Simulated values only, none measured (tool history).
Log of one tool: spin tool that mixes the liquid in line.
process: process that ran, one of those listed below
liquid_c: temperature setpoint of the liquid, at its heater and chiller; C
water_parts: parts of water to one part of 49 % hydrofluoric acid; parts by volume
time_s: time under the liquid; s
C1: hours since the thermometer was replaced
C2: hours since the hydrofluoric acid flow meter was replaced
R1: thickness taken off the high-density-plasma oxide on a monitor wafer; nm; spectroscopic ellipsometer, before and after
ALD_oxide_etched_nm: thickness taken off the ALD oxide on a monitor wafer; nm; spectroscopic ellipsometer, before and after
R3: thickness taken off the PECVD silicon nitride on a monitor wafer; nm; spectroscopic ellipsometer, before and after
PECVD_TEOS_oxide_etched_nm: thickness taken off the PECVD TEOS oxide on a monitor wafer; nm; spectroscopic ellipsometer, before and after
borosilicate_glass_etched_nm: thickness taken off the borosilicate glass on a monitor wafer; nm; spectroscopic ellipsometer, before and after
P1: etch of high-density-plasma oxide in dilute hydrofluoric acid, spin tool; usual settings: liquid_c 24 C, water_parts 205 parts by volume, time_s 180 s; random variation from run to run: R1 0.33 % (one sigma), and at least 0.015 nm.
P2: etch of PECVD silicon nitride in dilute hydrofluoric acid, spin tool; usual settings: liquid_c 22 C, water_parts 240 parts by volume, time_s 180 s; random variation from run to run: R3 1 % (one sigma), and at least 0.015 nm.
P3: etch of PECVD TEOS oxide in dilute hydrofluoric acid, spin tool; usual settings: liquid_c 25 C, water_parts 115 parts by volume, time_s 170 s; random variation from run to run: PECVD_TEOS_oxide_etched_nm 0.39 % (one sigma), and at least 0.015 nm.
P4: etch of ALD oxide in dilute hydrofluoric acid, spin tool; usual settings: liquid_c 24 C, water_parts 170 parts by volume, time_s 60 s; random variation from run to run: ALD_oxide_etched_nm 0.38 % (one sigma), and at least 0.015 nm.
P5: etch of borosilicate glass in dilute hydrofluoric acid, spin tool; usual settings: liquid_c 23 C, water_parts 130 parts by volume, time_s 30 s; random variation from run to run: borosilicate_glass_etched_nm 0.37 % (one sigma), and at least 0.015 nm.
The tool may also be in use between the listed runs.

{"run": 1, "day": 0.238, "process": "P1", "liquid_c": 24, "water_parts": 205, "time_s": 180, "C1": 372.6, "C2": 329.7, "R1": 8.8885}
{"run": 2, "day": 0.438, "process": "P4", "liquid_c": 24, "water_parts": 170, "time_s": 60, "C1": 377.4, "C2": 334.5, "ALD_oxide_etched_nm": 10.701}
{"run": 3, "day": 0.575, "process": "P4", "liquid_c": 24, "water_parts": 170, "time_s": 60, "C1": 380.7, "C2": 337.8, "ALD_oxide_etched_nm": 10.672}
{"run": 4, "day": 0.704, "process": "P1", "liquid_c": 24, "water_parts": 205, "time_s": 180, "C1": 383.8, "C2": 340.9, "R1": 8.9323}
{"run": 5, "day": 0.946, "process": "P2", "liquid_c": 30.5, "water_parts": 240, "time_s": 180, "C1": 389.6, "C2": 346.7, "R3": 4.0668}
{"run": 6, "day": 1.079, "process": "P1", "liquid_c": 24, "water_parts": 100, "time_s": 180, "C1": 392.8, "C2": 349.9, "R1": 20.52}
{"run": 7, "day": 1.217, "process": "P3", "liquid_c": 25, "water_parts": 115, "time_s": 170, "C1": 396.1, "C2": 353.2, "PECVD_TEOS_oxide_etched_nm": 16.648}
{"run": 8, "day": 1.379, "process": "P5", "liquid_c": 23, "water_parts": 130, "time_s": 30, "C1": 400, "C2": 357.1, "borosilicate_glass_etched_nm": 12.227}
{"run": 9, "day": 1.579, "process": "P1", "liquid_c": 24, "water_parts": 205, "time_s": 180, "C1": 404.8, "C2": 361.9, "R1": 8.8759}
{"run": 10, "day": 1.704, "process": "P1", "liquid_c": 24, "water_parts": 205, "time_s": 290, "C1": 407.8, "C2": 364.9, "R1": 14.235}
{"run": 11, "day": 1.95, "process": "P4", "liquid_c": 17, "water_parts": 170, "time_s": 60, "C1": 413.7, "C2": 370.8, "ALD_oxide_etched_nm": 8.1413}
{"run": 12, "day": 2.154, "process": "P5", "liquid_c": 23, "water_parts": 205, "time_s": 30, "C1": 418.6, "C2": 375.7, "borosilicate_glass_etched_nm": 7.1094}
{"run": 13, "day": 2.325, "process": "P1", "liquid_c": 24, "water_parts": 205, "time_s": 25, "C1": 422.7, "C2": 379.8, "R1": 1.2225}
{"run": 14, "day": 2.45, "process": "P1", "liquid_c": 24, "water_parts": 205, "time_s": 180, "C1": 425.7, "C2": 382.8, "R1": 8.811}
{"run": 15, "day": 2.683, "process": "P4", "liquid_c": 24, "water_parts": 310, "time_s": 60, "C1": 431.3, "C2": 388.4, "ALD_oxide_etched_nm": 5.0463}
{"run": 16, "day": 2.879, "process": "P1", "liquid_c": 24, "water_parts": 205, "time_s": 180, "C1": 436, "C2": 393.1, "R1": 8.8569}
{"run": 17, "day": 3.112, "process": "P3", "liquid_c": 30.5, "water_parts": 115, "time_s": 170, "C1": 441.6, "C2": 398.7, "PECVD_TEOS_oxide_etched_nm": 20.597}
{"run": 18, "day": 3.275, "process": "P2", "liquid_c": 22, "water_parts": 240, "time_s": 180, "C1": 445.5, "C2": 402.6, "R3": 2.4267}
{"run": 19, "day": 3.417, "process": "P1", "liquid_c": 31, "water_parts": 205, "time_s": 180, "C1": 448.9, "C2": 406, "R1": 11.351}
{"run": 20, "day": 3.617, "process": "P1", "liquid_c": 24, "water_parts": 205, "time_s": 180, "C1": 453.7, "C2": 410.8, "R1": 8.9567}
{"run": 21, "day": 3.842, "process": "P2", "liquid_c": 22, "water_parts": 140, "time_s": 180, "C1": 459.1, "C2": 416.2, "R3": 4.0988}
{"run": 22, "day": 4.046, "process": "P5", "liquid_c": 23, "water_parts": 130, "time_s": 60, "C1": 464, "C2": 421.1, "borosilicate_glass_etched_nm": 24.372}
{"run": 23, "day": 4.3, "process": "P1", "liquid_c": 24, "water_parts": 360, "time_s": 80, "C1": 470.1, "C2": 427.2, "R1": 1.9192}
{"run": 24, "day": 4.488, "process": "P4", "liquid_c": 24, "water_parts": 170, "time_s": 110, "C1": 474.6, "C2": 431.7, "ALD_oxide_etched_nm": 19.524}
{"run": 25, "day": 4.65, "process": "P1", "liquid_c": 24, "water_parts": 205, "time_s": 180, "C1": 478.5, "C2": 435.6, "R1": 8.8881}
{"run": 26, "day": 4.896, "process": "P3", "liquid_c": 25, "water_parts": 115, "time_s": 70, "C1": 484.4, "C2": 441.5, "PECVD_TEOS_oxide_etched_nm": 6.8482}
{"run": 27, "day": 5.096, "process": "P1", "liquid_c": 24, "water_parts": 325, "time_s": 180, "C1": 489.2, "C2": 446.3, "R1": 4.9554}
{"run": 28, "day": 5.25, "process": "P1", "liquid_c": 18, "water_parts": 205, "time_s": 180, "C1": 492.9, "C2": 450, "R1": 7.0707}
{"run": 29, "day": 5.475, "process": "P1", "liquid_c": 24, "water_parts": 80, "time_s": 105, "C1": 498.3, "C2": 455.4, "R1": 15.388}
{"run": 30, "day": 5.708, "process": "P3", "liquid_c": 25, "water_parts": 200, "time_s": 170, "C1": 503.9, "C2": 461, "PECVD_TEOS_oxide_etched_nm": 8.6463}
{"run": 31, "day": 5.85, "process": "P2", "liquid_c": 22, "water_parts": 240, "time_s": 340, "C1": 507.3, "C2": 464.4, "R3": 4.5122}
{"run": 32, "day": 6.025, "process": "P5", "liquid_c": 30, "water_parts": 130, "time_s": 30, "C1": 511.5, "C2": 468.6, "borosilicate_glass_etched_nm": 15.937}
{"run": 33, "day": 6.171, "process": "P1", "liquid_c": 24, "water_parts": 205, "time_s": 180, "C1": 515, "C2": 472.1, "R1": 8.8745}
{"run": 34, "day": 6.308, "process": "P1", "liquid_c": 24, "water_parts": 205, "time_s": 180, "C1": 518.3, "C2": 475.4, "R1": 9.1695}
{"run": 35, "day": 6.442, "process": "P1", "liquid_c": 24, "water_parts": 205, "time_s": 180, "C1": 521.5, "C2": 478.6, "R1": 9.2874}
{"run": 36, "day": 6.6, "process": "P1", "liquid_c": 24, "water_parts": 205, "time_s": 180, "C1": 525.3, "C2": 482.4, "R1": 9.4751}
{"run": 37, "day": 6.85, "process": "P1", "liquid_c": 24, "water_parts": 205, "time_s": 180, "C1": 531.3, "C2": 488.4, "R1": 9.5792}
{"run": 38, "day": 7.017, "process": "P1", "liquid_c": 24, "water_parts": 205, "time_s": 180, "C1": 535.3, "C2": 492.4, "R1": 9.6003}
{"run": 39, "day": 7.233, "process": "P1", "liquid_c": 24, "water_parts": 205, "time_s": 180, "C1": 540.5, "C2": 497.6, "R1": 9.6515}
{"run": 40, "day": 7.367, "process": "P1", "liquid_c": 24, "water_parts": 205, "time_s": 180, "C1": 543.7, "C2": 500.8, "R1": 9.5838}

What P1 gives has crept away from where it was. These 2 causes fit the log equally well, each at the size given:
A: hydrofluoric acid flow above the setpoint (%) = 6.96
B: liquid hotter than its thermometer reads (K) = 2.25
The creep began at about day 6.171.

4 check runs are offered, each on 2 wafers whose results are averaged, their results left as question marks. Which one tells the causes apart?
{"run": "check 1", "day": 7.5, "process": "P3", "liquid_c": 25, "water_parts": 170, "time_s": 75, "PECVD_TEOS_oxide_etched_nm": "?"}
{"run": "check 2", "day": 7.5, "process": "P5", "liquid_c": 29.5, "water_parts": 130, "time_s": 60, "borosilicate_glass_etched_nm": "?"}
{"run": "check 3", "day": 7.5, "process": "P4", "liquid_c": 17, "water_parts": 295, "time_s": 60, "ALD_oxide_etched_nm": "?"}
{"run": "check 4", "day": 7.5, "process": "P2", "liquid_c": 29.5, "water_parts": 240, "time_s": 180, "R3": "?"}

What each check would give under each cause:
check=check_1 result=PECVD_TEOS_oxide_etched_nm if_A=5.0487 if_B=5.0638
check=check_2 result=borosilicate_glass_etched_nm if_A=33.719 if_B=33.823
check=check_3 result=ALD_oxide_etched_nm if_A=4.5511 if_B=4.5545
check=check_4 result=R3 if_A=4.049 if_B=4.3116
How far apart the two closest causes lie, in the result that separates them most: check 1 0.3 %; check 2 0.31 %; check 3 0.07 %; check 4 6.28 %
Only check 4 tells the causes apart: in the others they would give nearly the same result.

Check 4 was then run and gave: R3 4.0683 nm. Which cause is it?

It is A: hydrofluoric acid flow above the setpoint (%).
